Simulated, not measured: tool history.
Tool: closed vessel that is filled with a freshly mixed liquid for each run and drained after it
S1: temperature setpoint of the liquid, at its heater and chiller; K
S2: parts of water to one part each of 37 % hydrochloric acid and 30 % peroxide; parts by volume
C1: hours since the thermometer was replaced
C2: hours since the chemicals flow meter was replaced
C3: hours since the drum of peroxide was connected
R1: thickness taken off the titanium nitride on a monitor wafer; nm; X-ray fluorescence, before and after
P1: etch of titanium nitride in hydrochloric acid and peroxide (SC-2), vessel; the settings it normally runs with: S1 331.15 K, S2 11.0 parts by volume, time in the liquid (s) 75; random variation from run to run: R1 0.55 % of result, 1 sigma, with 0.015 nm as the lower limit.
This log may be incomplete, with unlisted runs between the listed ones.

Run 1, hour 8.3: S1 331.15 K, S2 11.0 parts by volume, time in the liquid (s) 75; C1 1391.5; C2 272.8; C3 648.4. Result: R1 4.6186 nm.
Run 2, hour 15.5: S1 331.15 K, S2 11.0 parts by volume, time in the liquid (s) 115; C1 1398.7; C2 280.0; C3 655.6. Result: R1 7.1654 nm.
Run 3, hour 22.7: S1 331.15 K, S2 11.0 parts by volume, time in the liquid (s) 30; C1 1405.9; C2 287.2; C3 662.8. Result: R1 1.8376 nm.
Run 4, hour 33.4: S1 331.15 K, S2 17.0 parts by volume, time in the liquid (s) 30; C1 1416.6; C2 297.9; C3 673.5. Result: R1 1.2928 nm.
Run 5, hour 42.0: S1 345.15 K, S2 11.0 parts by volume, time in the liquid (s) 75; C1 1425.2; C2 306.5; C3 682.1. Result: R1 10.9220 nm.
Run 6, hour 51.6: S1 331.15 K, S2 18.5 parts by volume, time in the liquid (s) 75; C1 1434.8; C2 316.1; C3 691.7. Result: R1 2.9533 nm.
Run 7, hour 61.1: S1 331.15 K, S2 11.0 parts by volume, time in the liquid (s) 75; C1 1444.3; C2 325.6; C3 701.2. Result: R1 4.6915 nm.
Run 8, hour 67.2: S1 331.15 K, S2 11.0 parts by volume, time in the liquid (s) 75; C1 1450.4; C2 331.7; C3 707.3. Result: R1 4.6601 nm.
Run 9, hour 72.3: S1 331.15 K, S2 4.0 parts by volume, time in the liquid (s) 30; C1 1455.5; C2 336.8; C3 712.4. Result: R1 3.9986 nm.
Run 10, hour 83.9: S1 315.15 K, S2 11.0 parts by volume, time in the liquid (s) 75; C1 1467.1; C2 348.4; C3 724.0. Result: R1 1.5899 nm.
Run 11, hour 92.0: S1 331.15 K, S2 4.0 parts by volume, time in the liquid (s) 75; C1 1475.2; C2 356.5; C3 732.1. Result: R1 10.0580 nm.
Run 12, hour 100.8: S1 331.15 K, S2 11.0 parts by volume, time in the liquid (s) 75; C1 1484.0; C2 365.3; C3 740.9. Result: R1 4.6692 nm.
Run 13, hour 107.8: S1 331.15 K, S2 11.0 parts by volume, time in the liquid (s) 75; C1 1491.0; C2 372.3; C3 747.9. Result: R1 4.6286 nm.
Run 14, hour 118.0: S1 331.15 K, S2 11.0 parts by volume, time in the liquid (s) 75; C1 1501.2; C2 382.5; C3 758.1. Result: R1 4.8795 nm.
Run 15, hour 126.9: S1 331.15 K, S2 11.0 parts by volume, time in the liquid (s) 75; C1 1510.1; C2 391.4; C3 767.0. Result: R1 4.9484 nm.
Run 16, hour 132.4: S1 331.15 K, S2 11.0 parts by volume, time in the liquid (s) 75; C1 1515.6; C2 396.9; C3 772.5. Result: R1 5.0635 nm.
Run 17, hour 139.9: S1 331.15 K, S2 11.0 parts by volume, time in the liquid (s) 75; C1 1523.1; C2 404.4; C3 780.0. Result: R1 5.1055 nm.
Run 18, hour 150.3: S1 331.15 K, S2 11.0 parts by volume, time in the liquid (s) 75; C1 1533.5; C2 414.8; C3 790.4. Result: R1 5.0506 nm.
Run 19, hour 156.0: S1 331.15 K, S2 11.0 parts by volume, time in the liquid (s) 75; C1 1539.2; C2 420.5; C3 796.1. Result: R1 5.0270 nm.

Compared with where it was, what P1 gives has crept away. Each cause listed below fits the log as well as the rest, at the size given for it:
A: liquid hotter than its thermometer reads (K) = 1.31
B: chemicals flow above the setpoint (%) = 10.3
Creep in the process output first set in at about hour 107.8.
The rest of the possible causes, and what rules out each one:
peroxide weaker than its label (%): at most 8, which would move R1 by -7.4 %: too little, or the wrong way

Which of the 4 check runs listed below, each an average over 5 wafers with its results shown as question marks, gives clearly different results under the different listed causes?
Run check 1, hour 161.7: S1 321.15 K, S2 15.5 parts by volume, time in the liquid (s) 75. Result: R1 ?.
Run check 2, hour 161.7: S1 315.65 K, S2 17.5 parts by volume, time in the liquid (s) 75. Result: R1 ?.
Run check 3, hour 161.7: S1 345.15 K, S2 6.0 parts by volume, time in the liquid (s) 75. Result: R1 ?.
Run check 4, hour 161.7: S1 317.65 K, S2 4.0 parts by volume, time in the liquid (s) 75. Result: R1 ?.

What each check would give under each cause:
  check  result     if A     if B
check 1      R1   1.9660   1.9625
check 2      R1   1.2130   1.2086
check 3      R1  19.1920  19.1210
check 4      R1   4.5245   4.4099
Separation of the two closest causes in each check, using whichever result separates them best: check 1 0.18 %; check 2 0.37 %; check 3 0.37 %; check 4 2.57 %
Only in check 4 would the causes give clearly different results; in the remaining checks their results would be nearly the same.

Check 4 was carried out, with these results: R1 4.3941 nm. Which of the listed causes is responsible?

The correct cause is B, namely: chemicals flow above the setpoint (%).
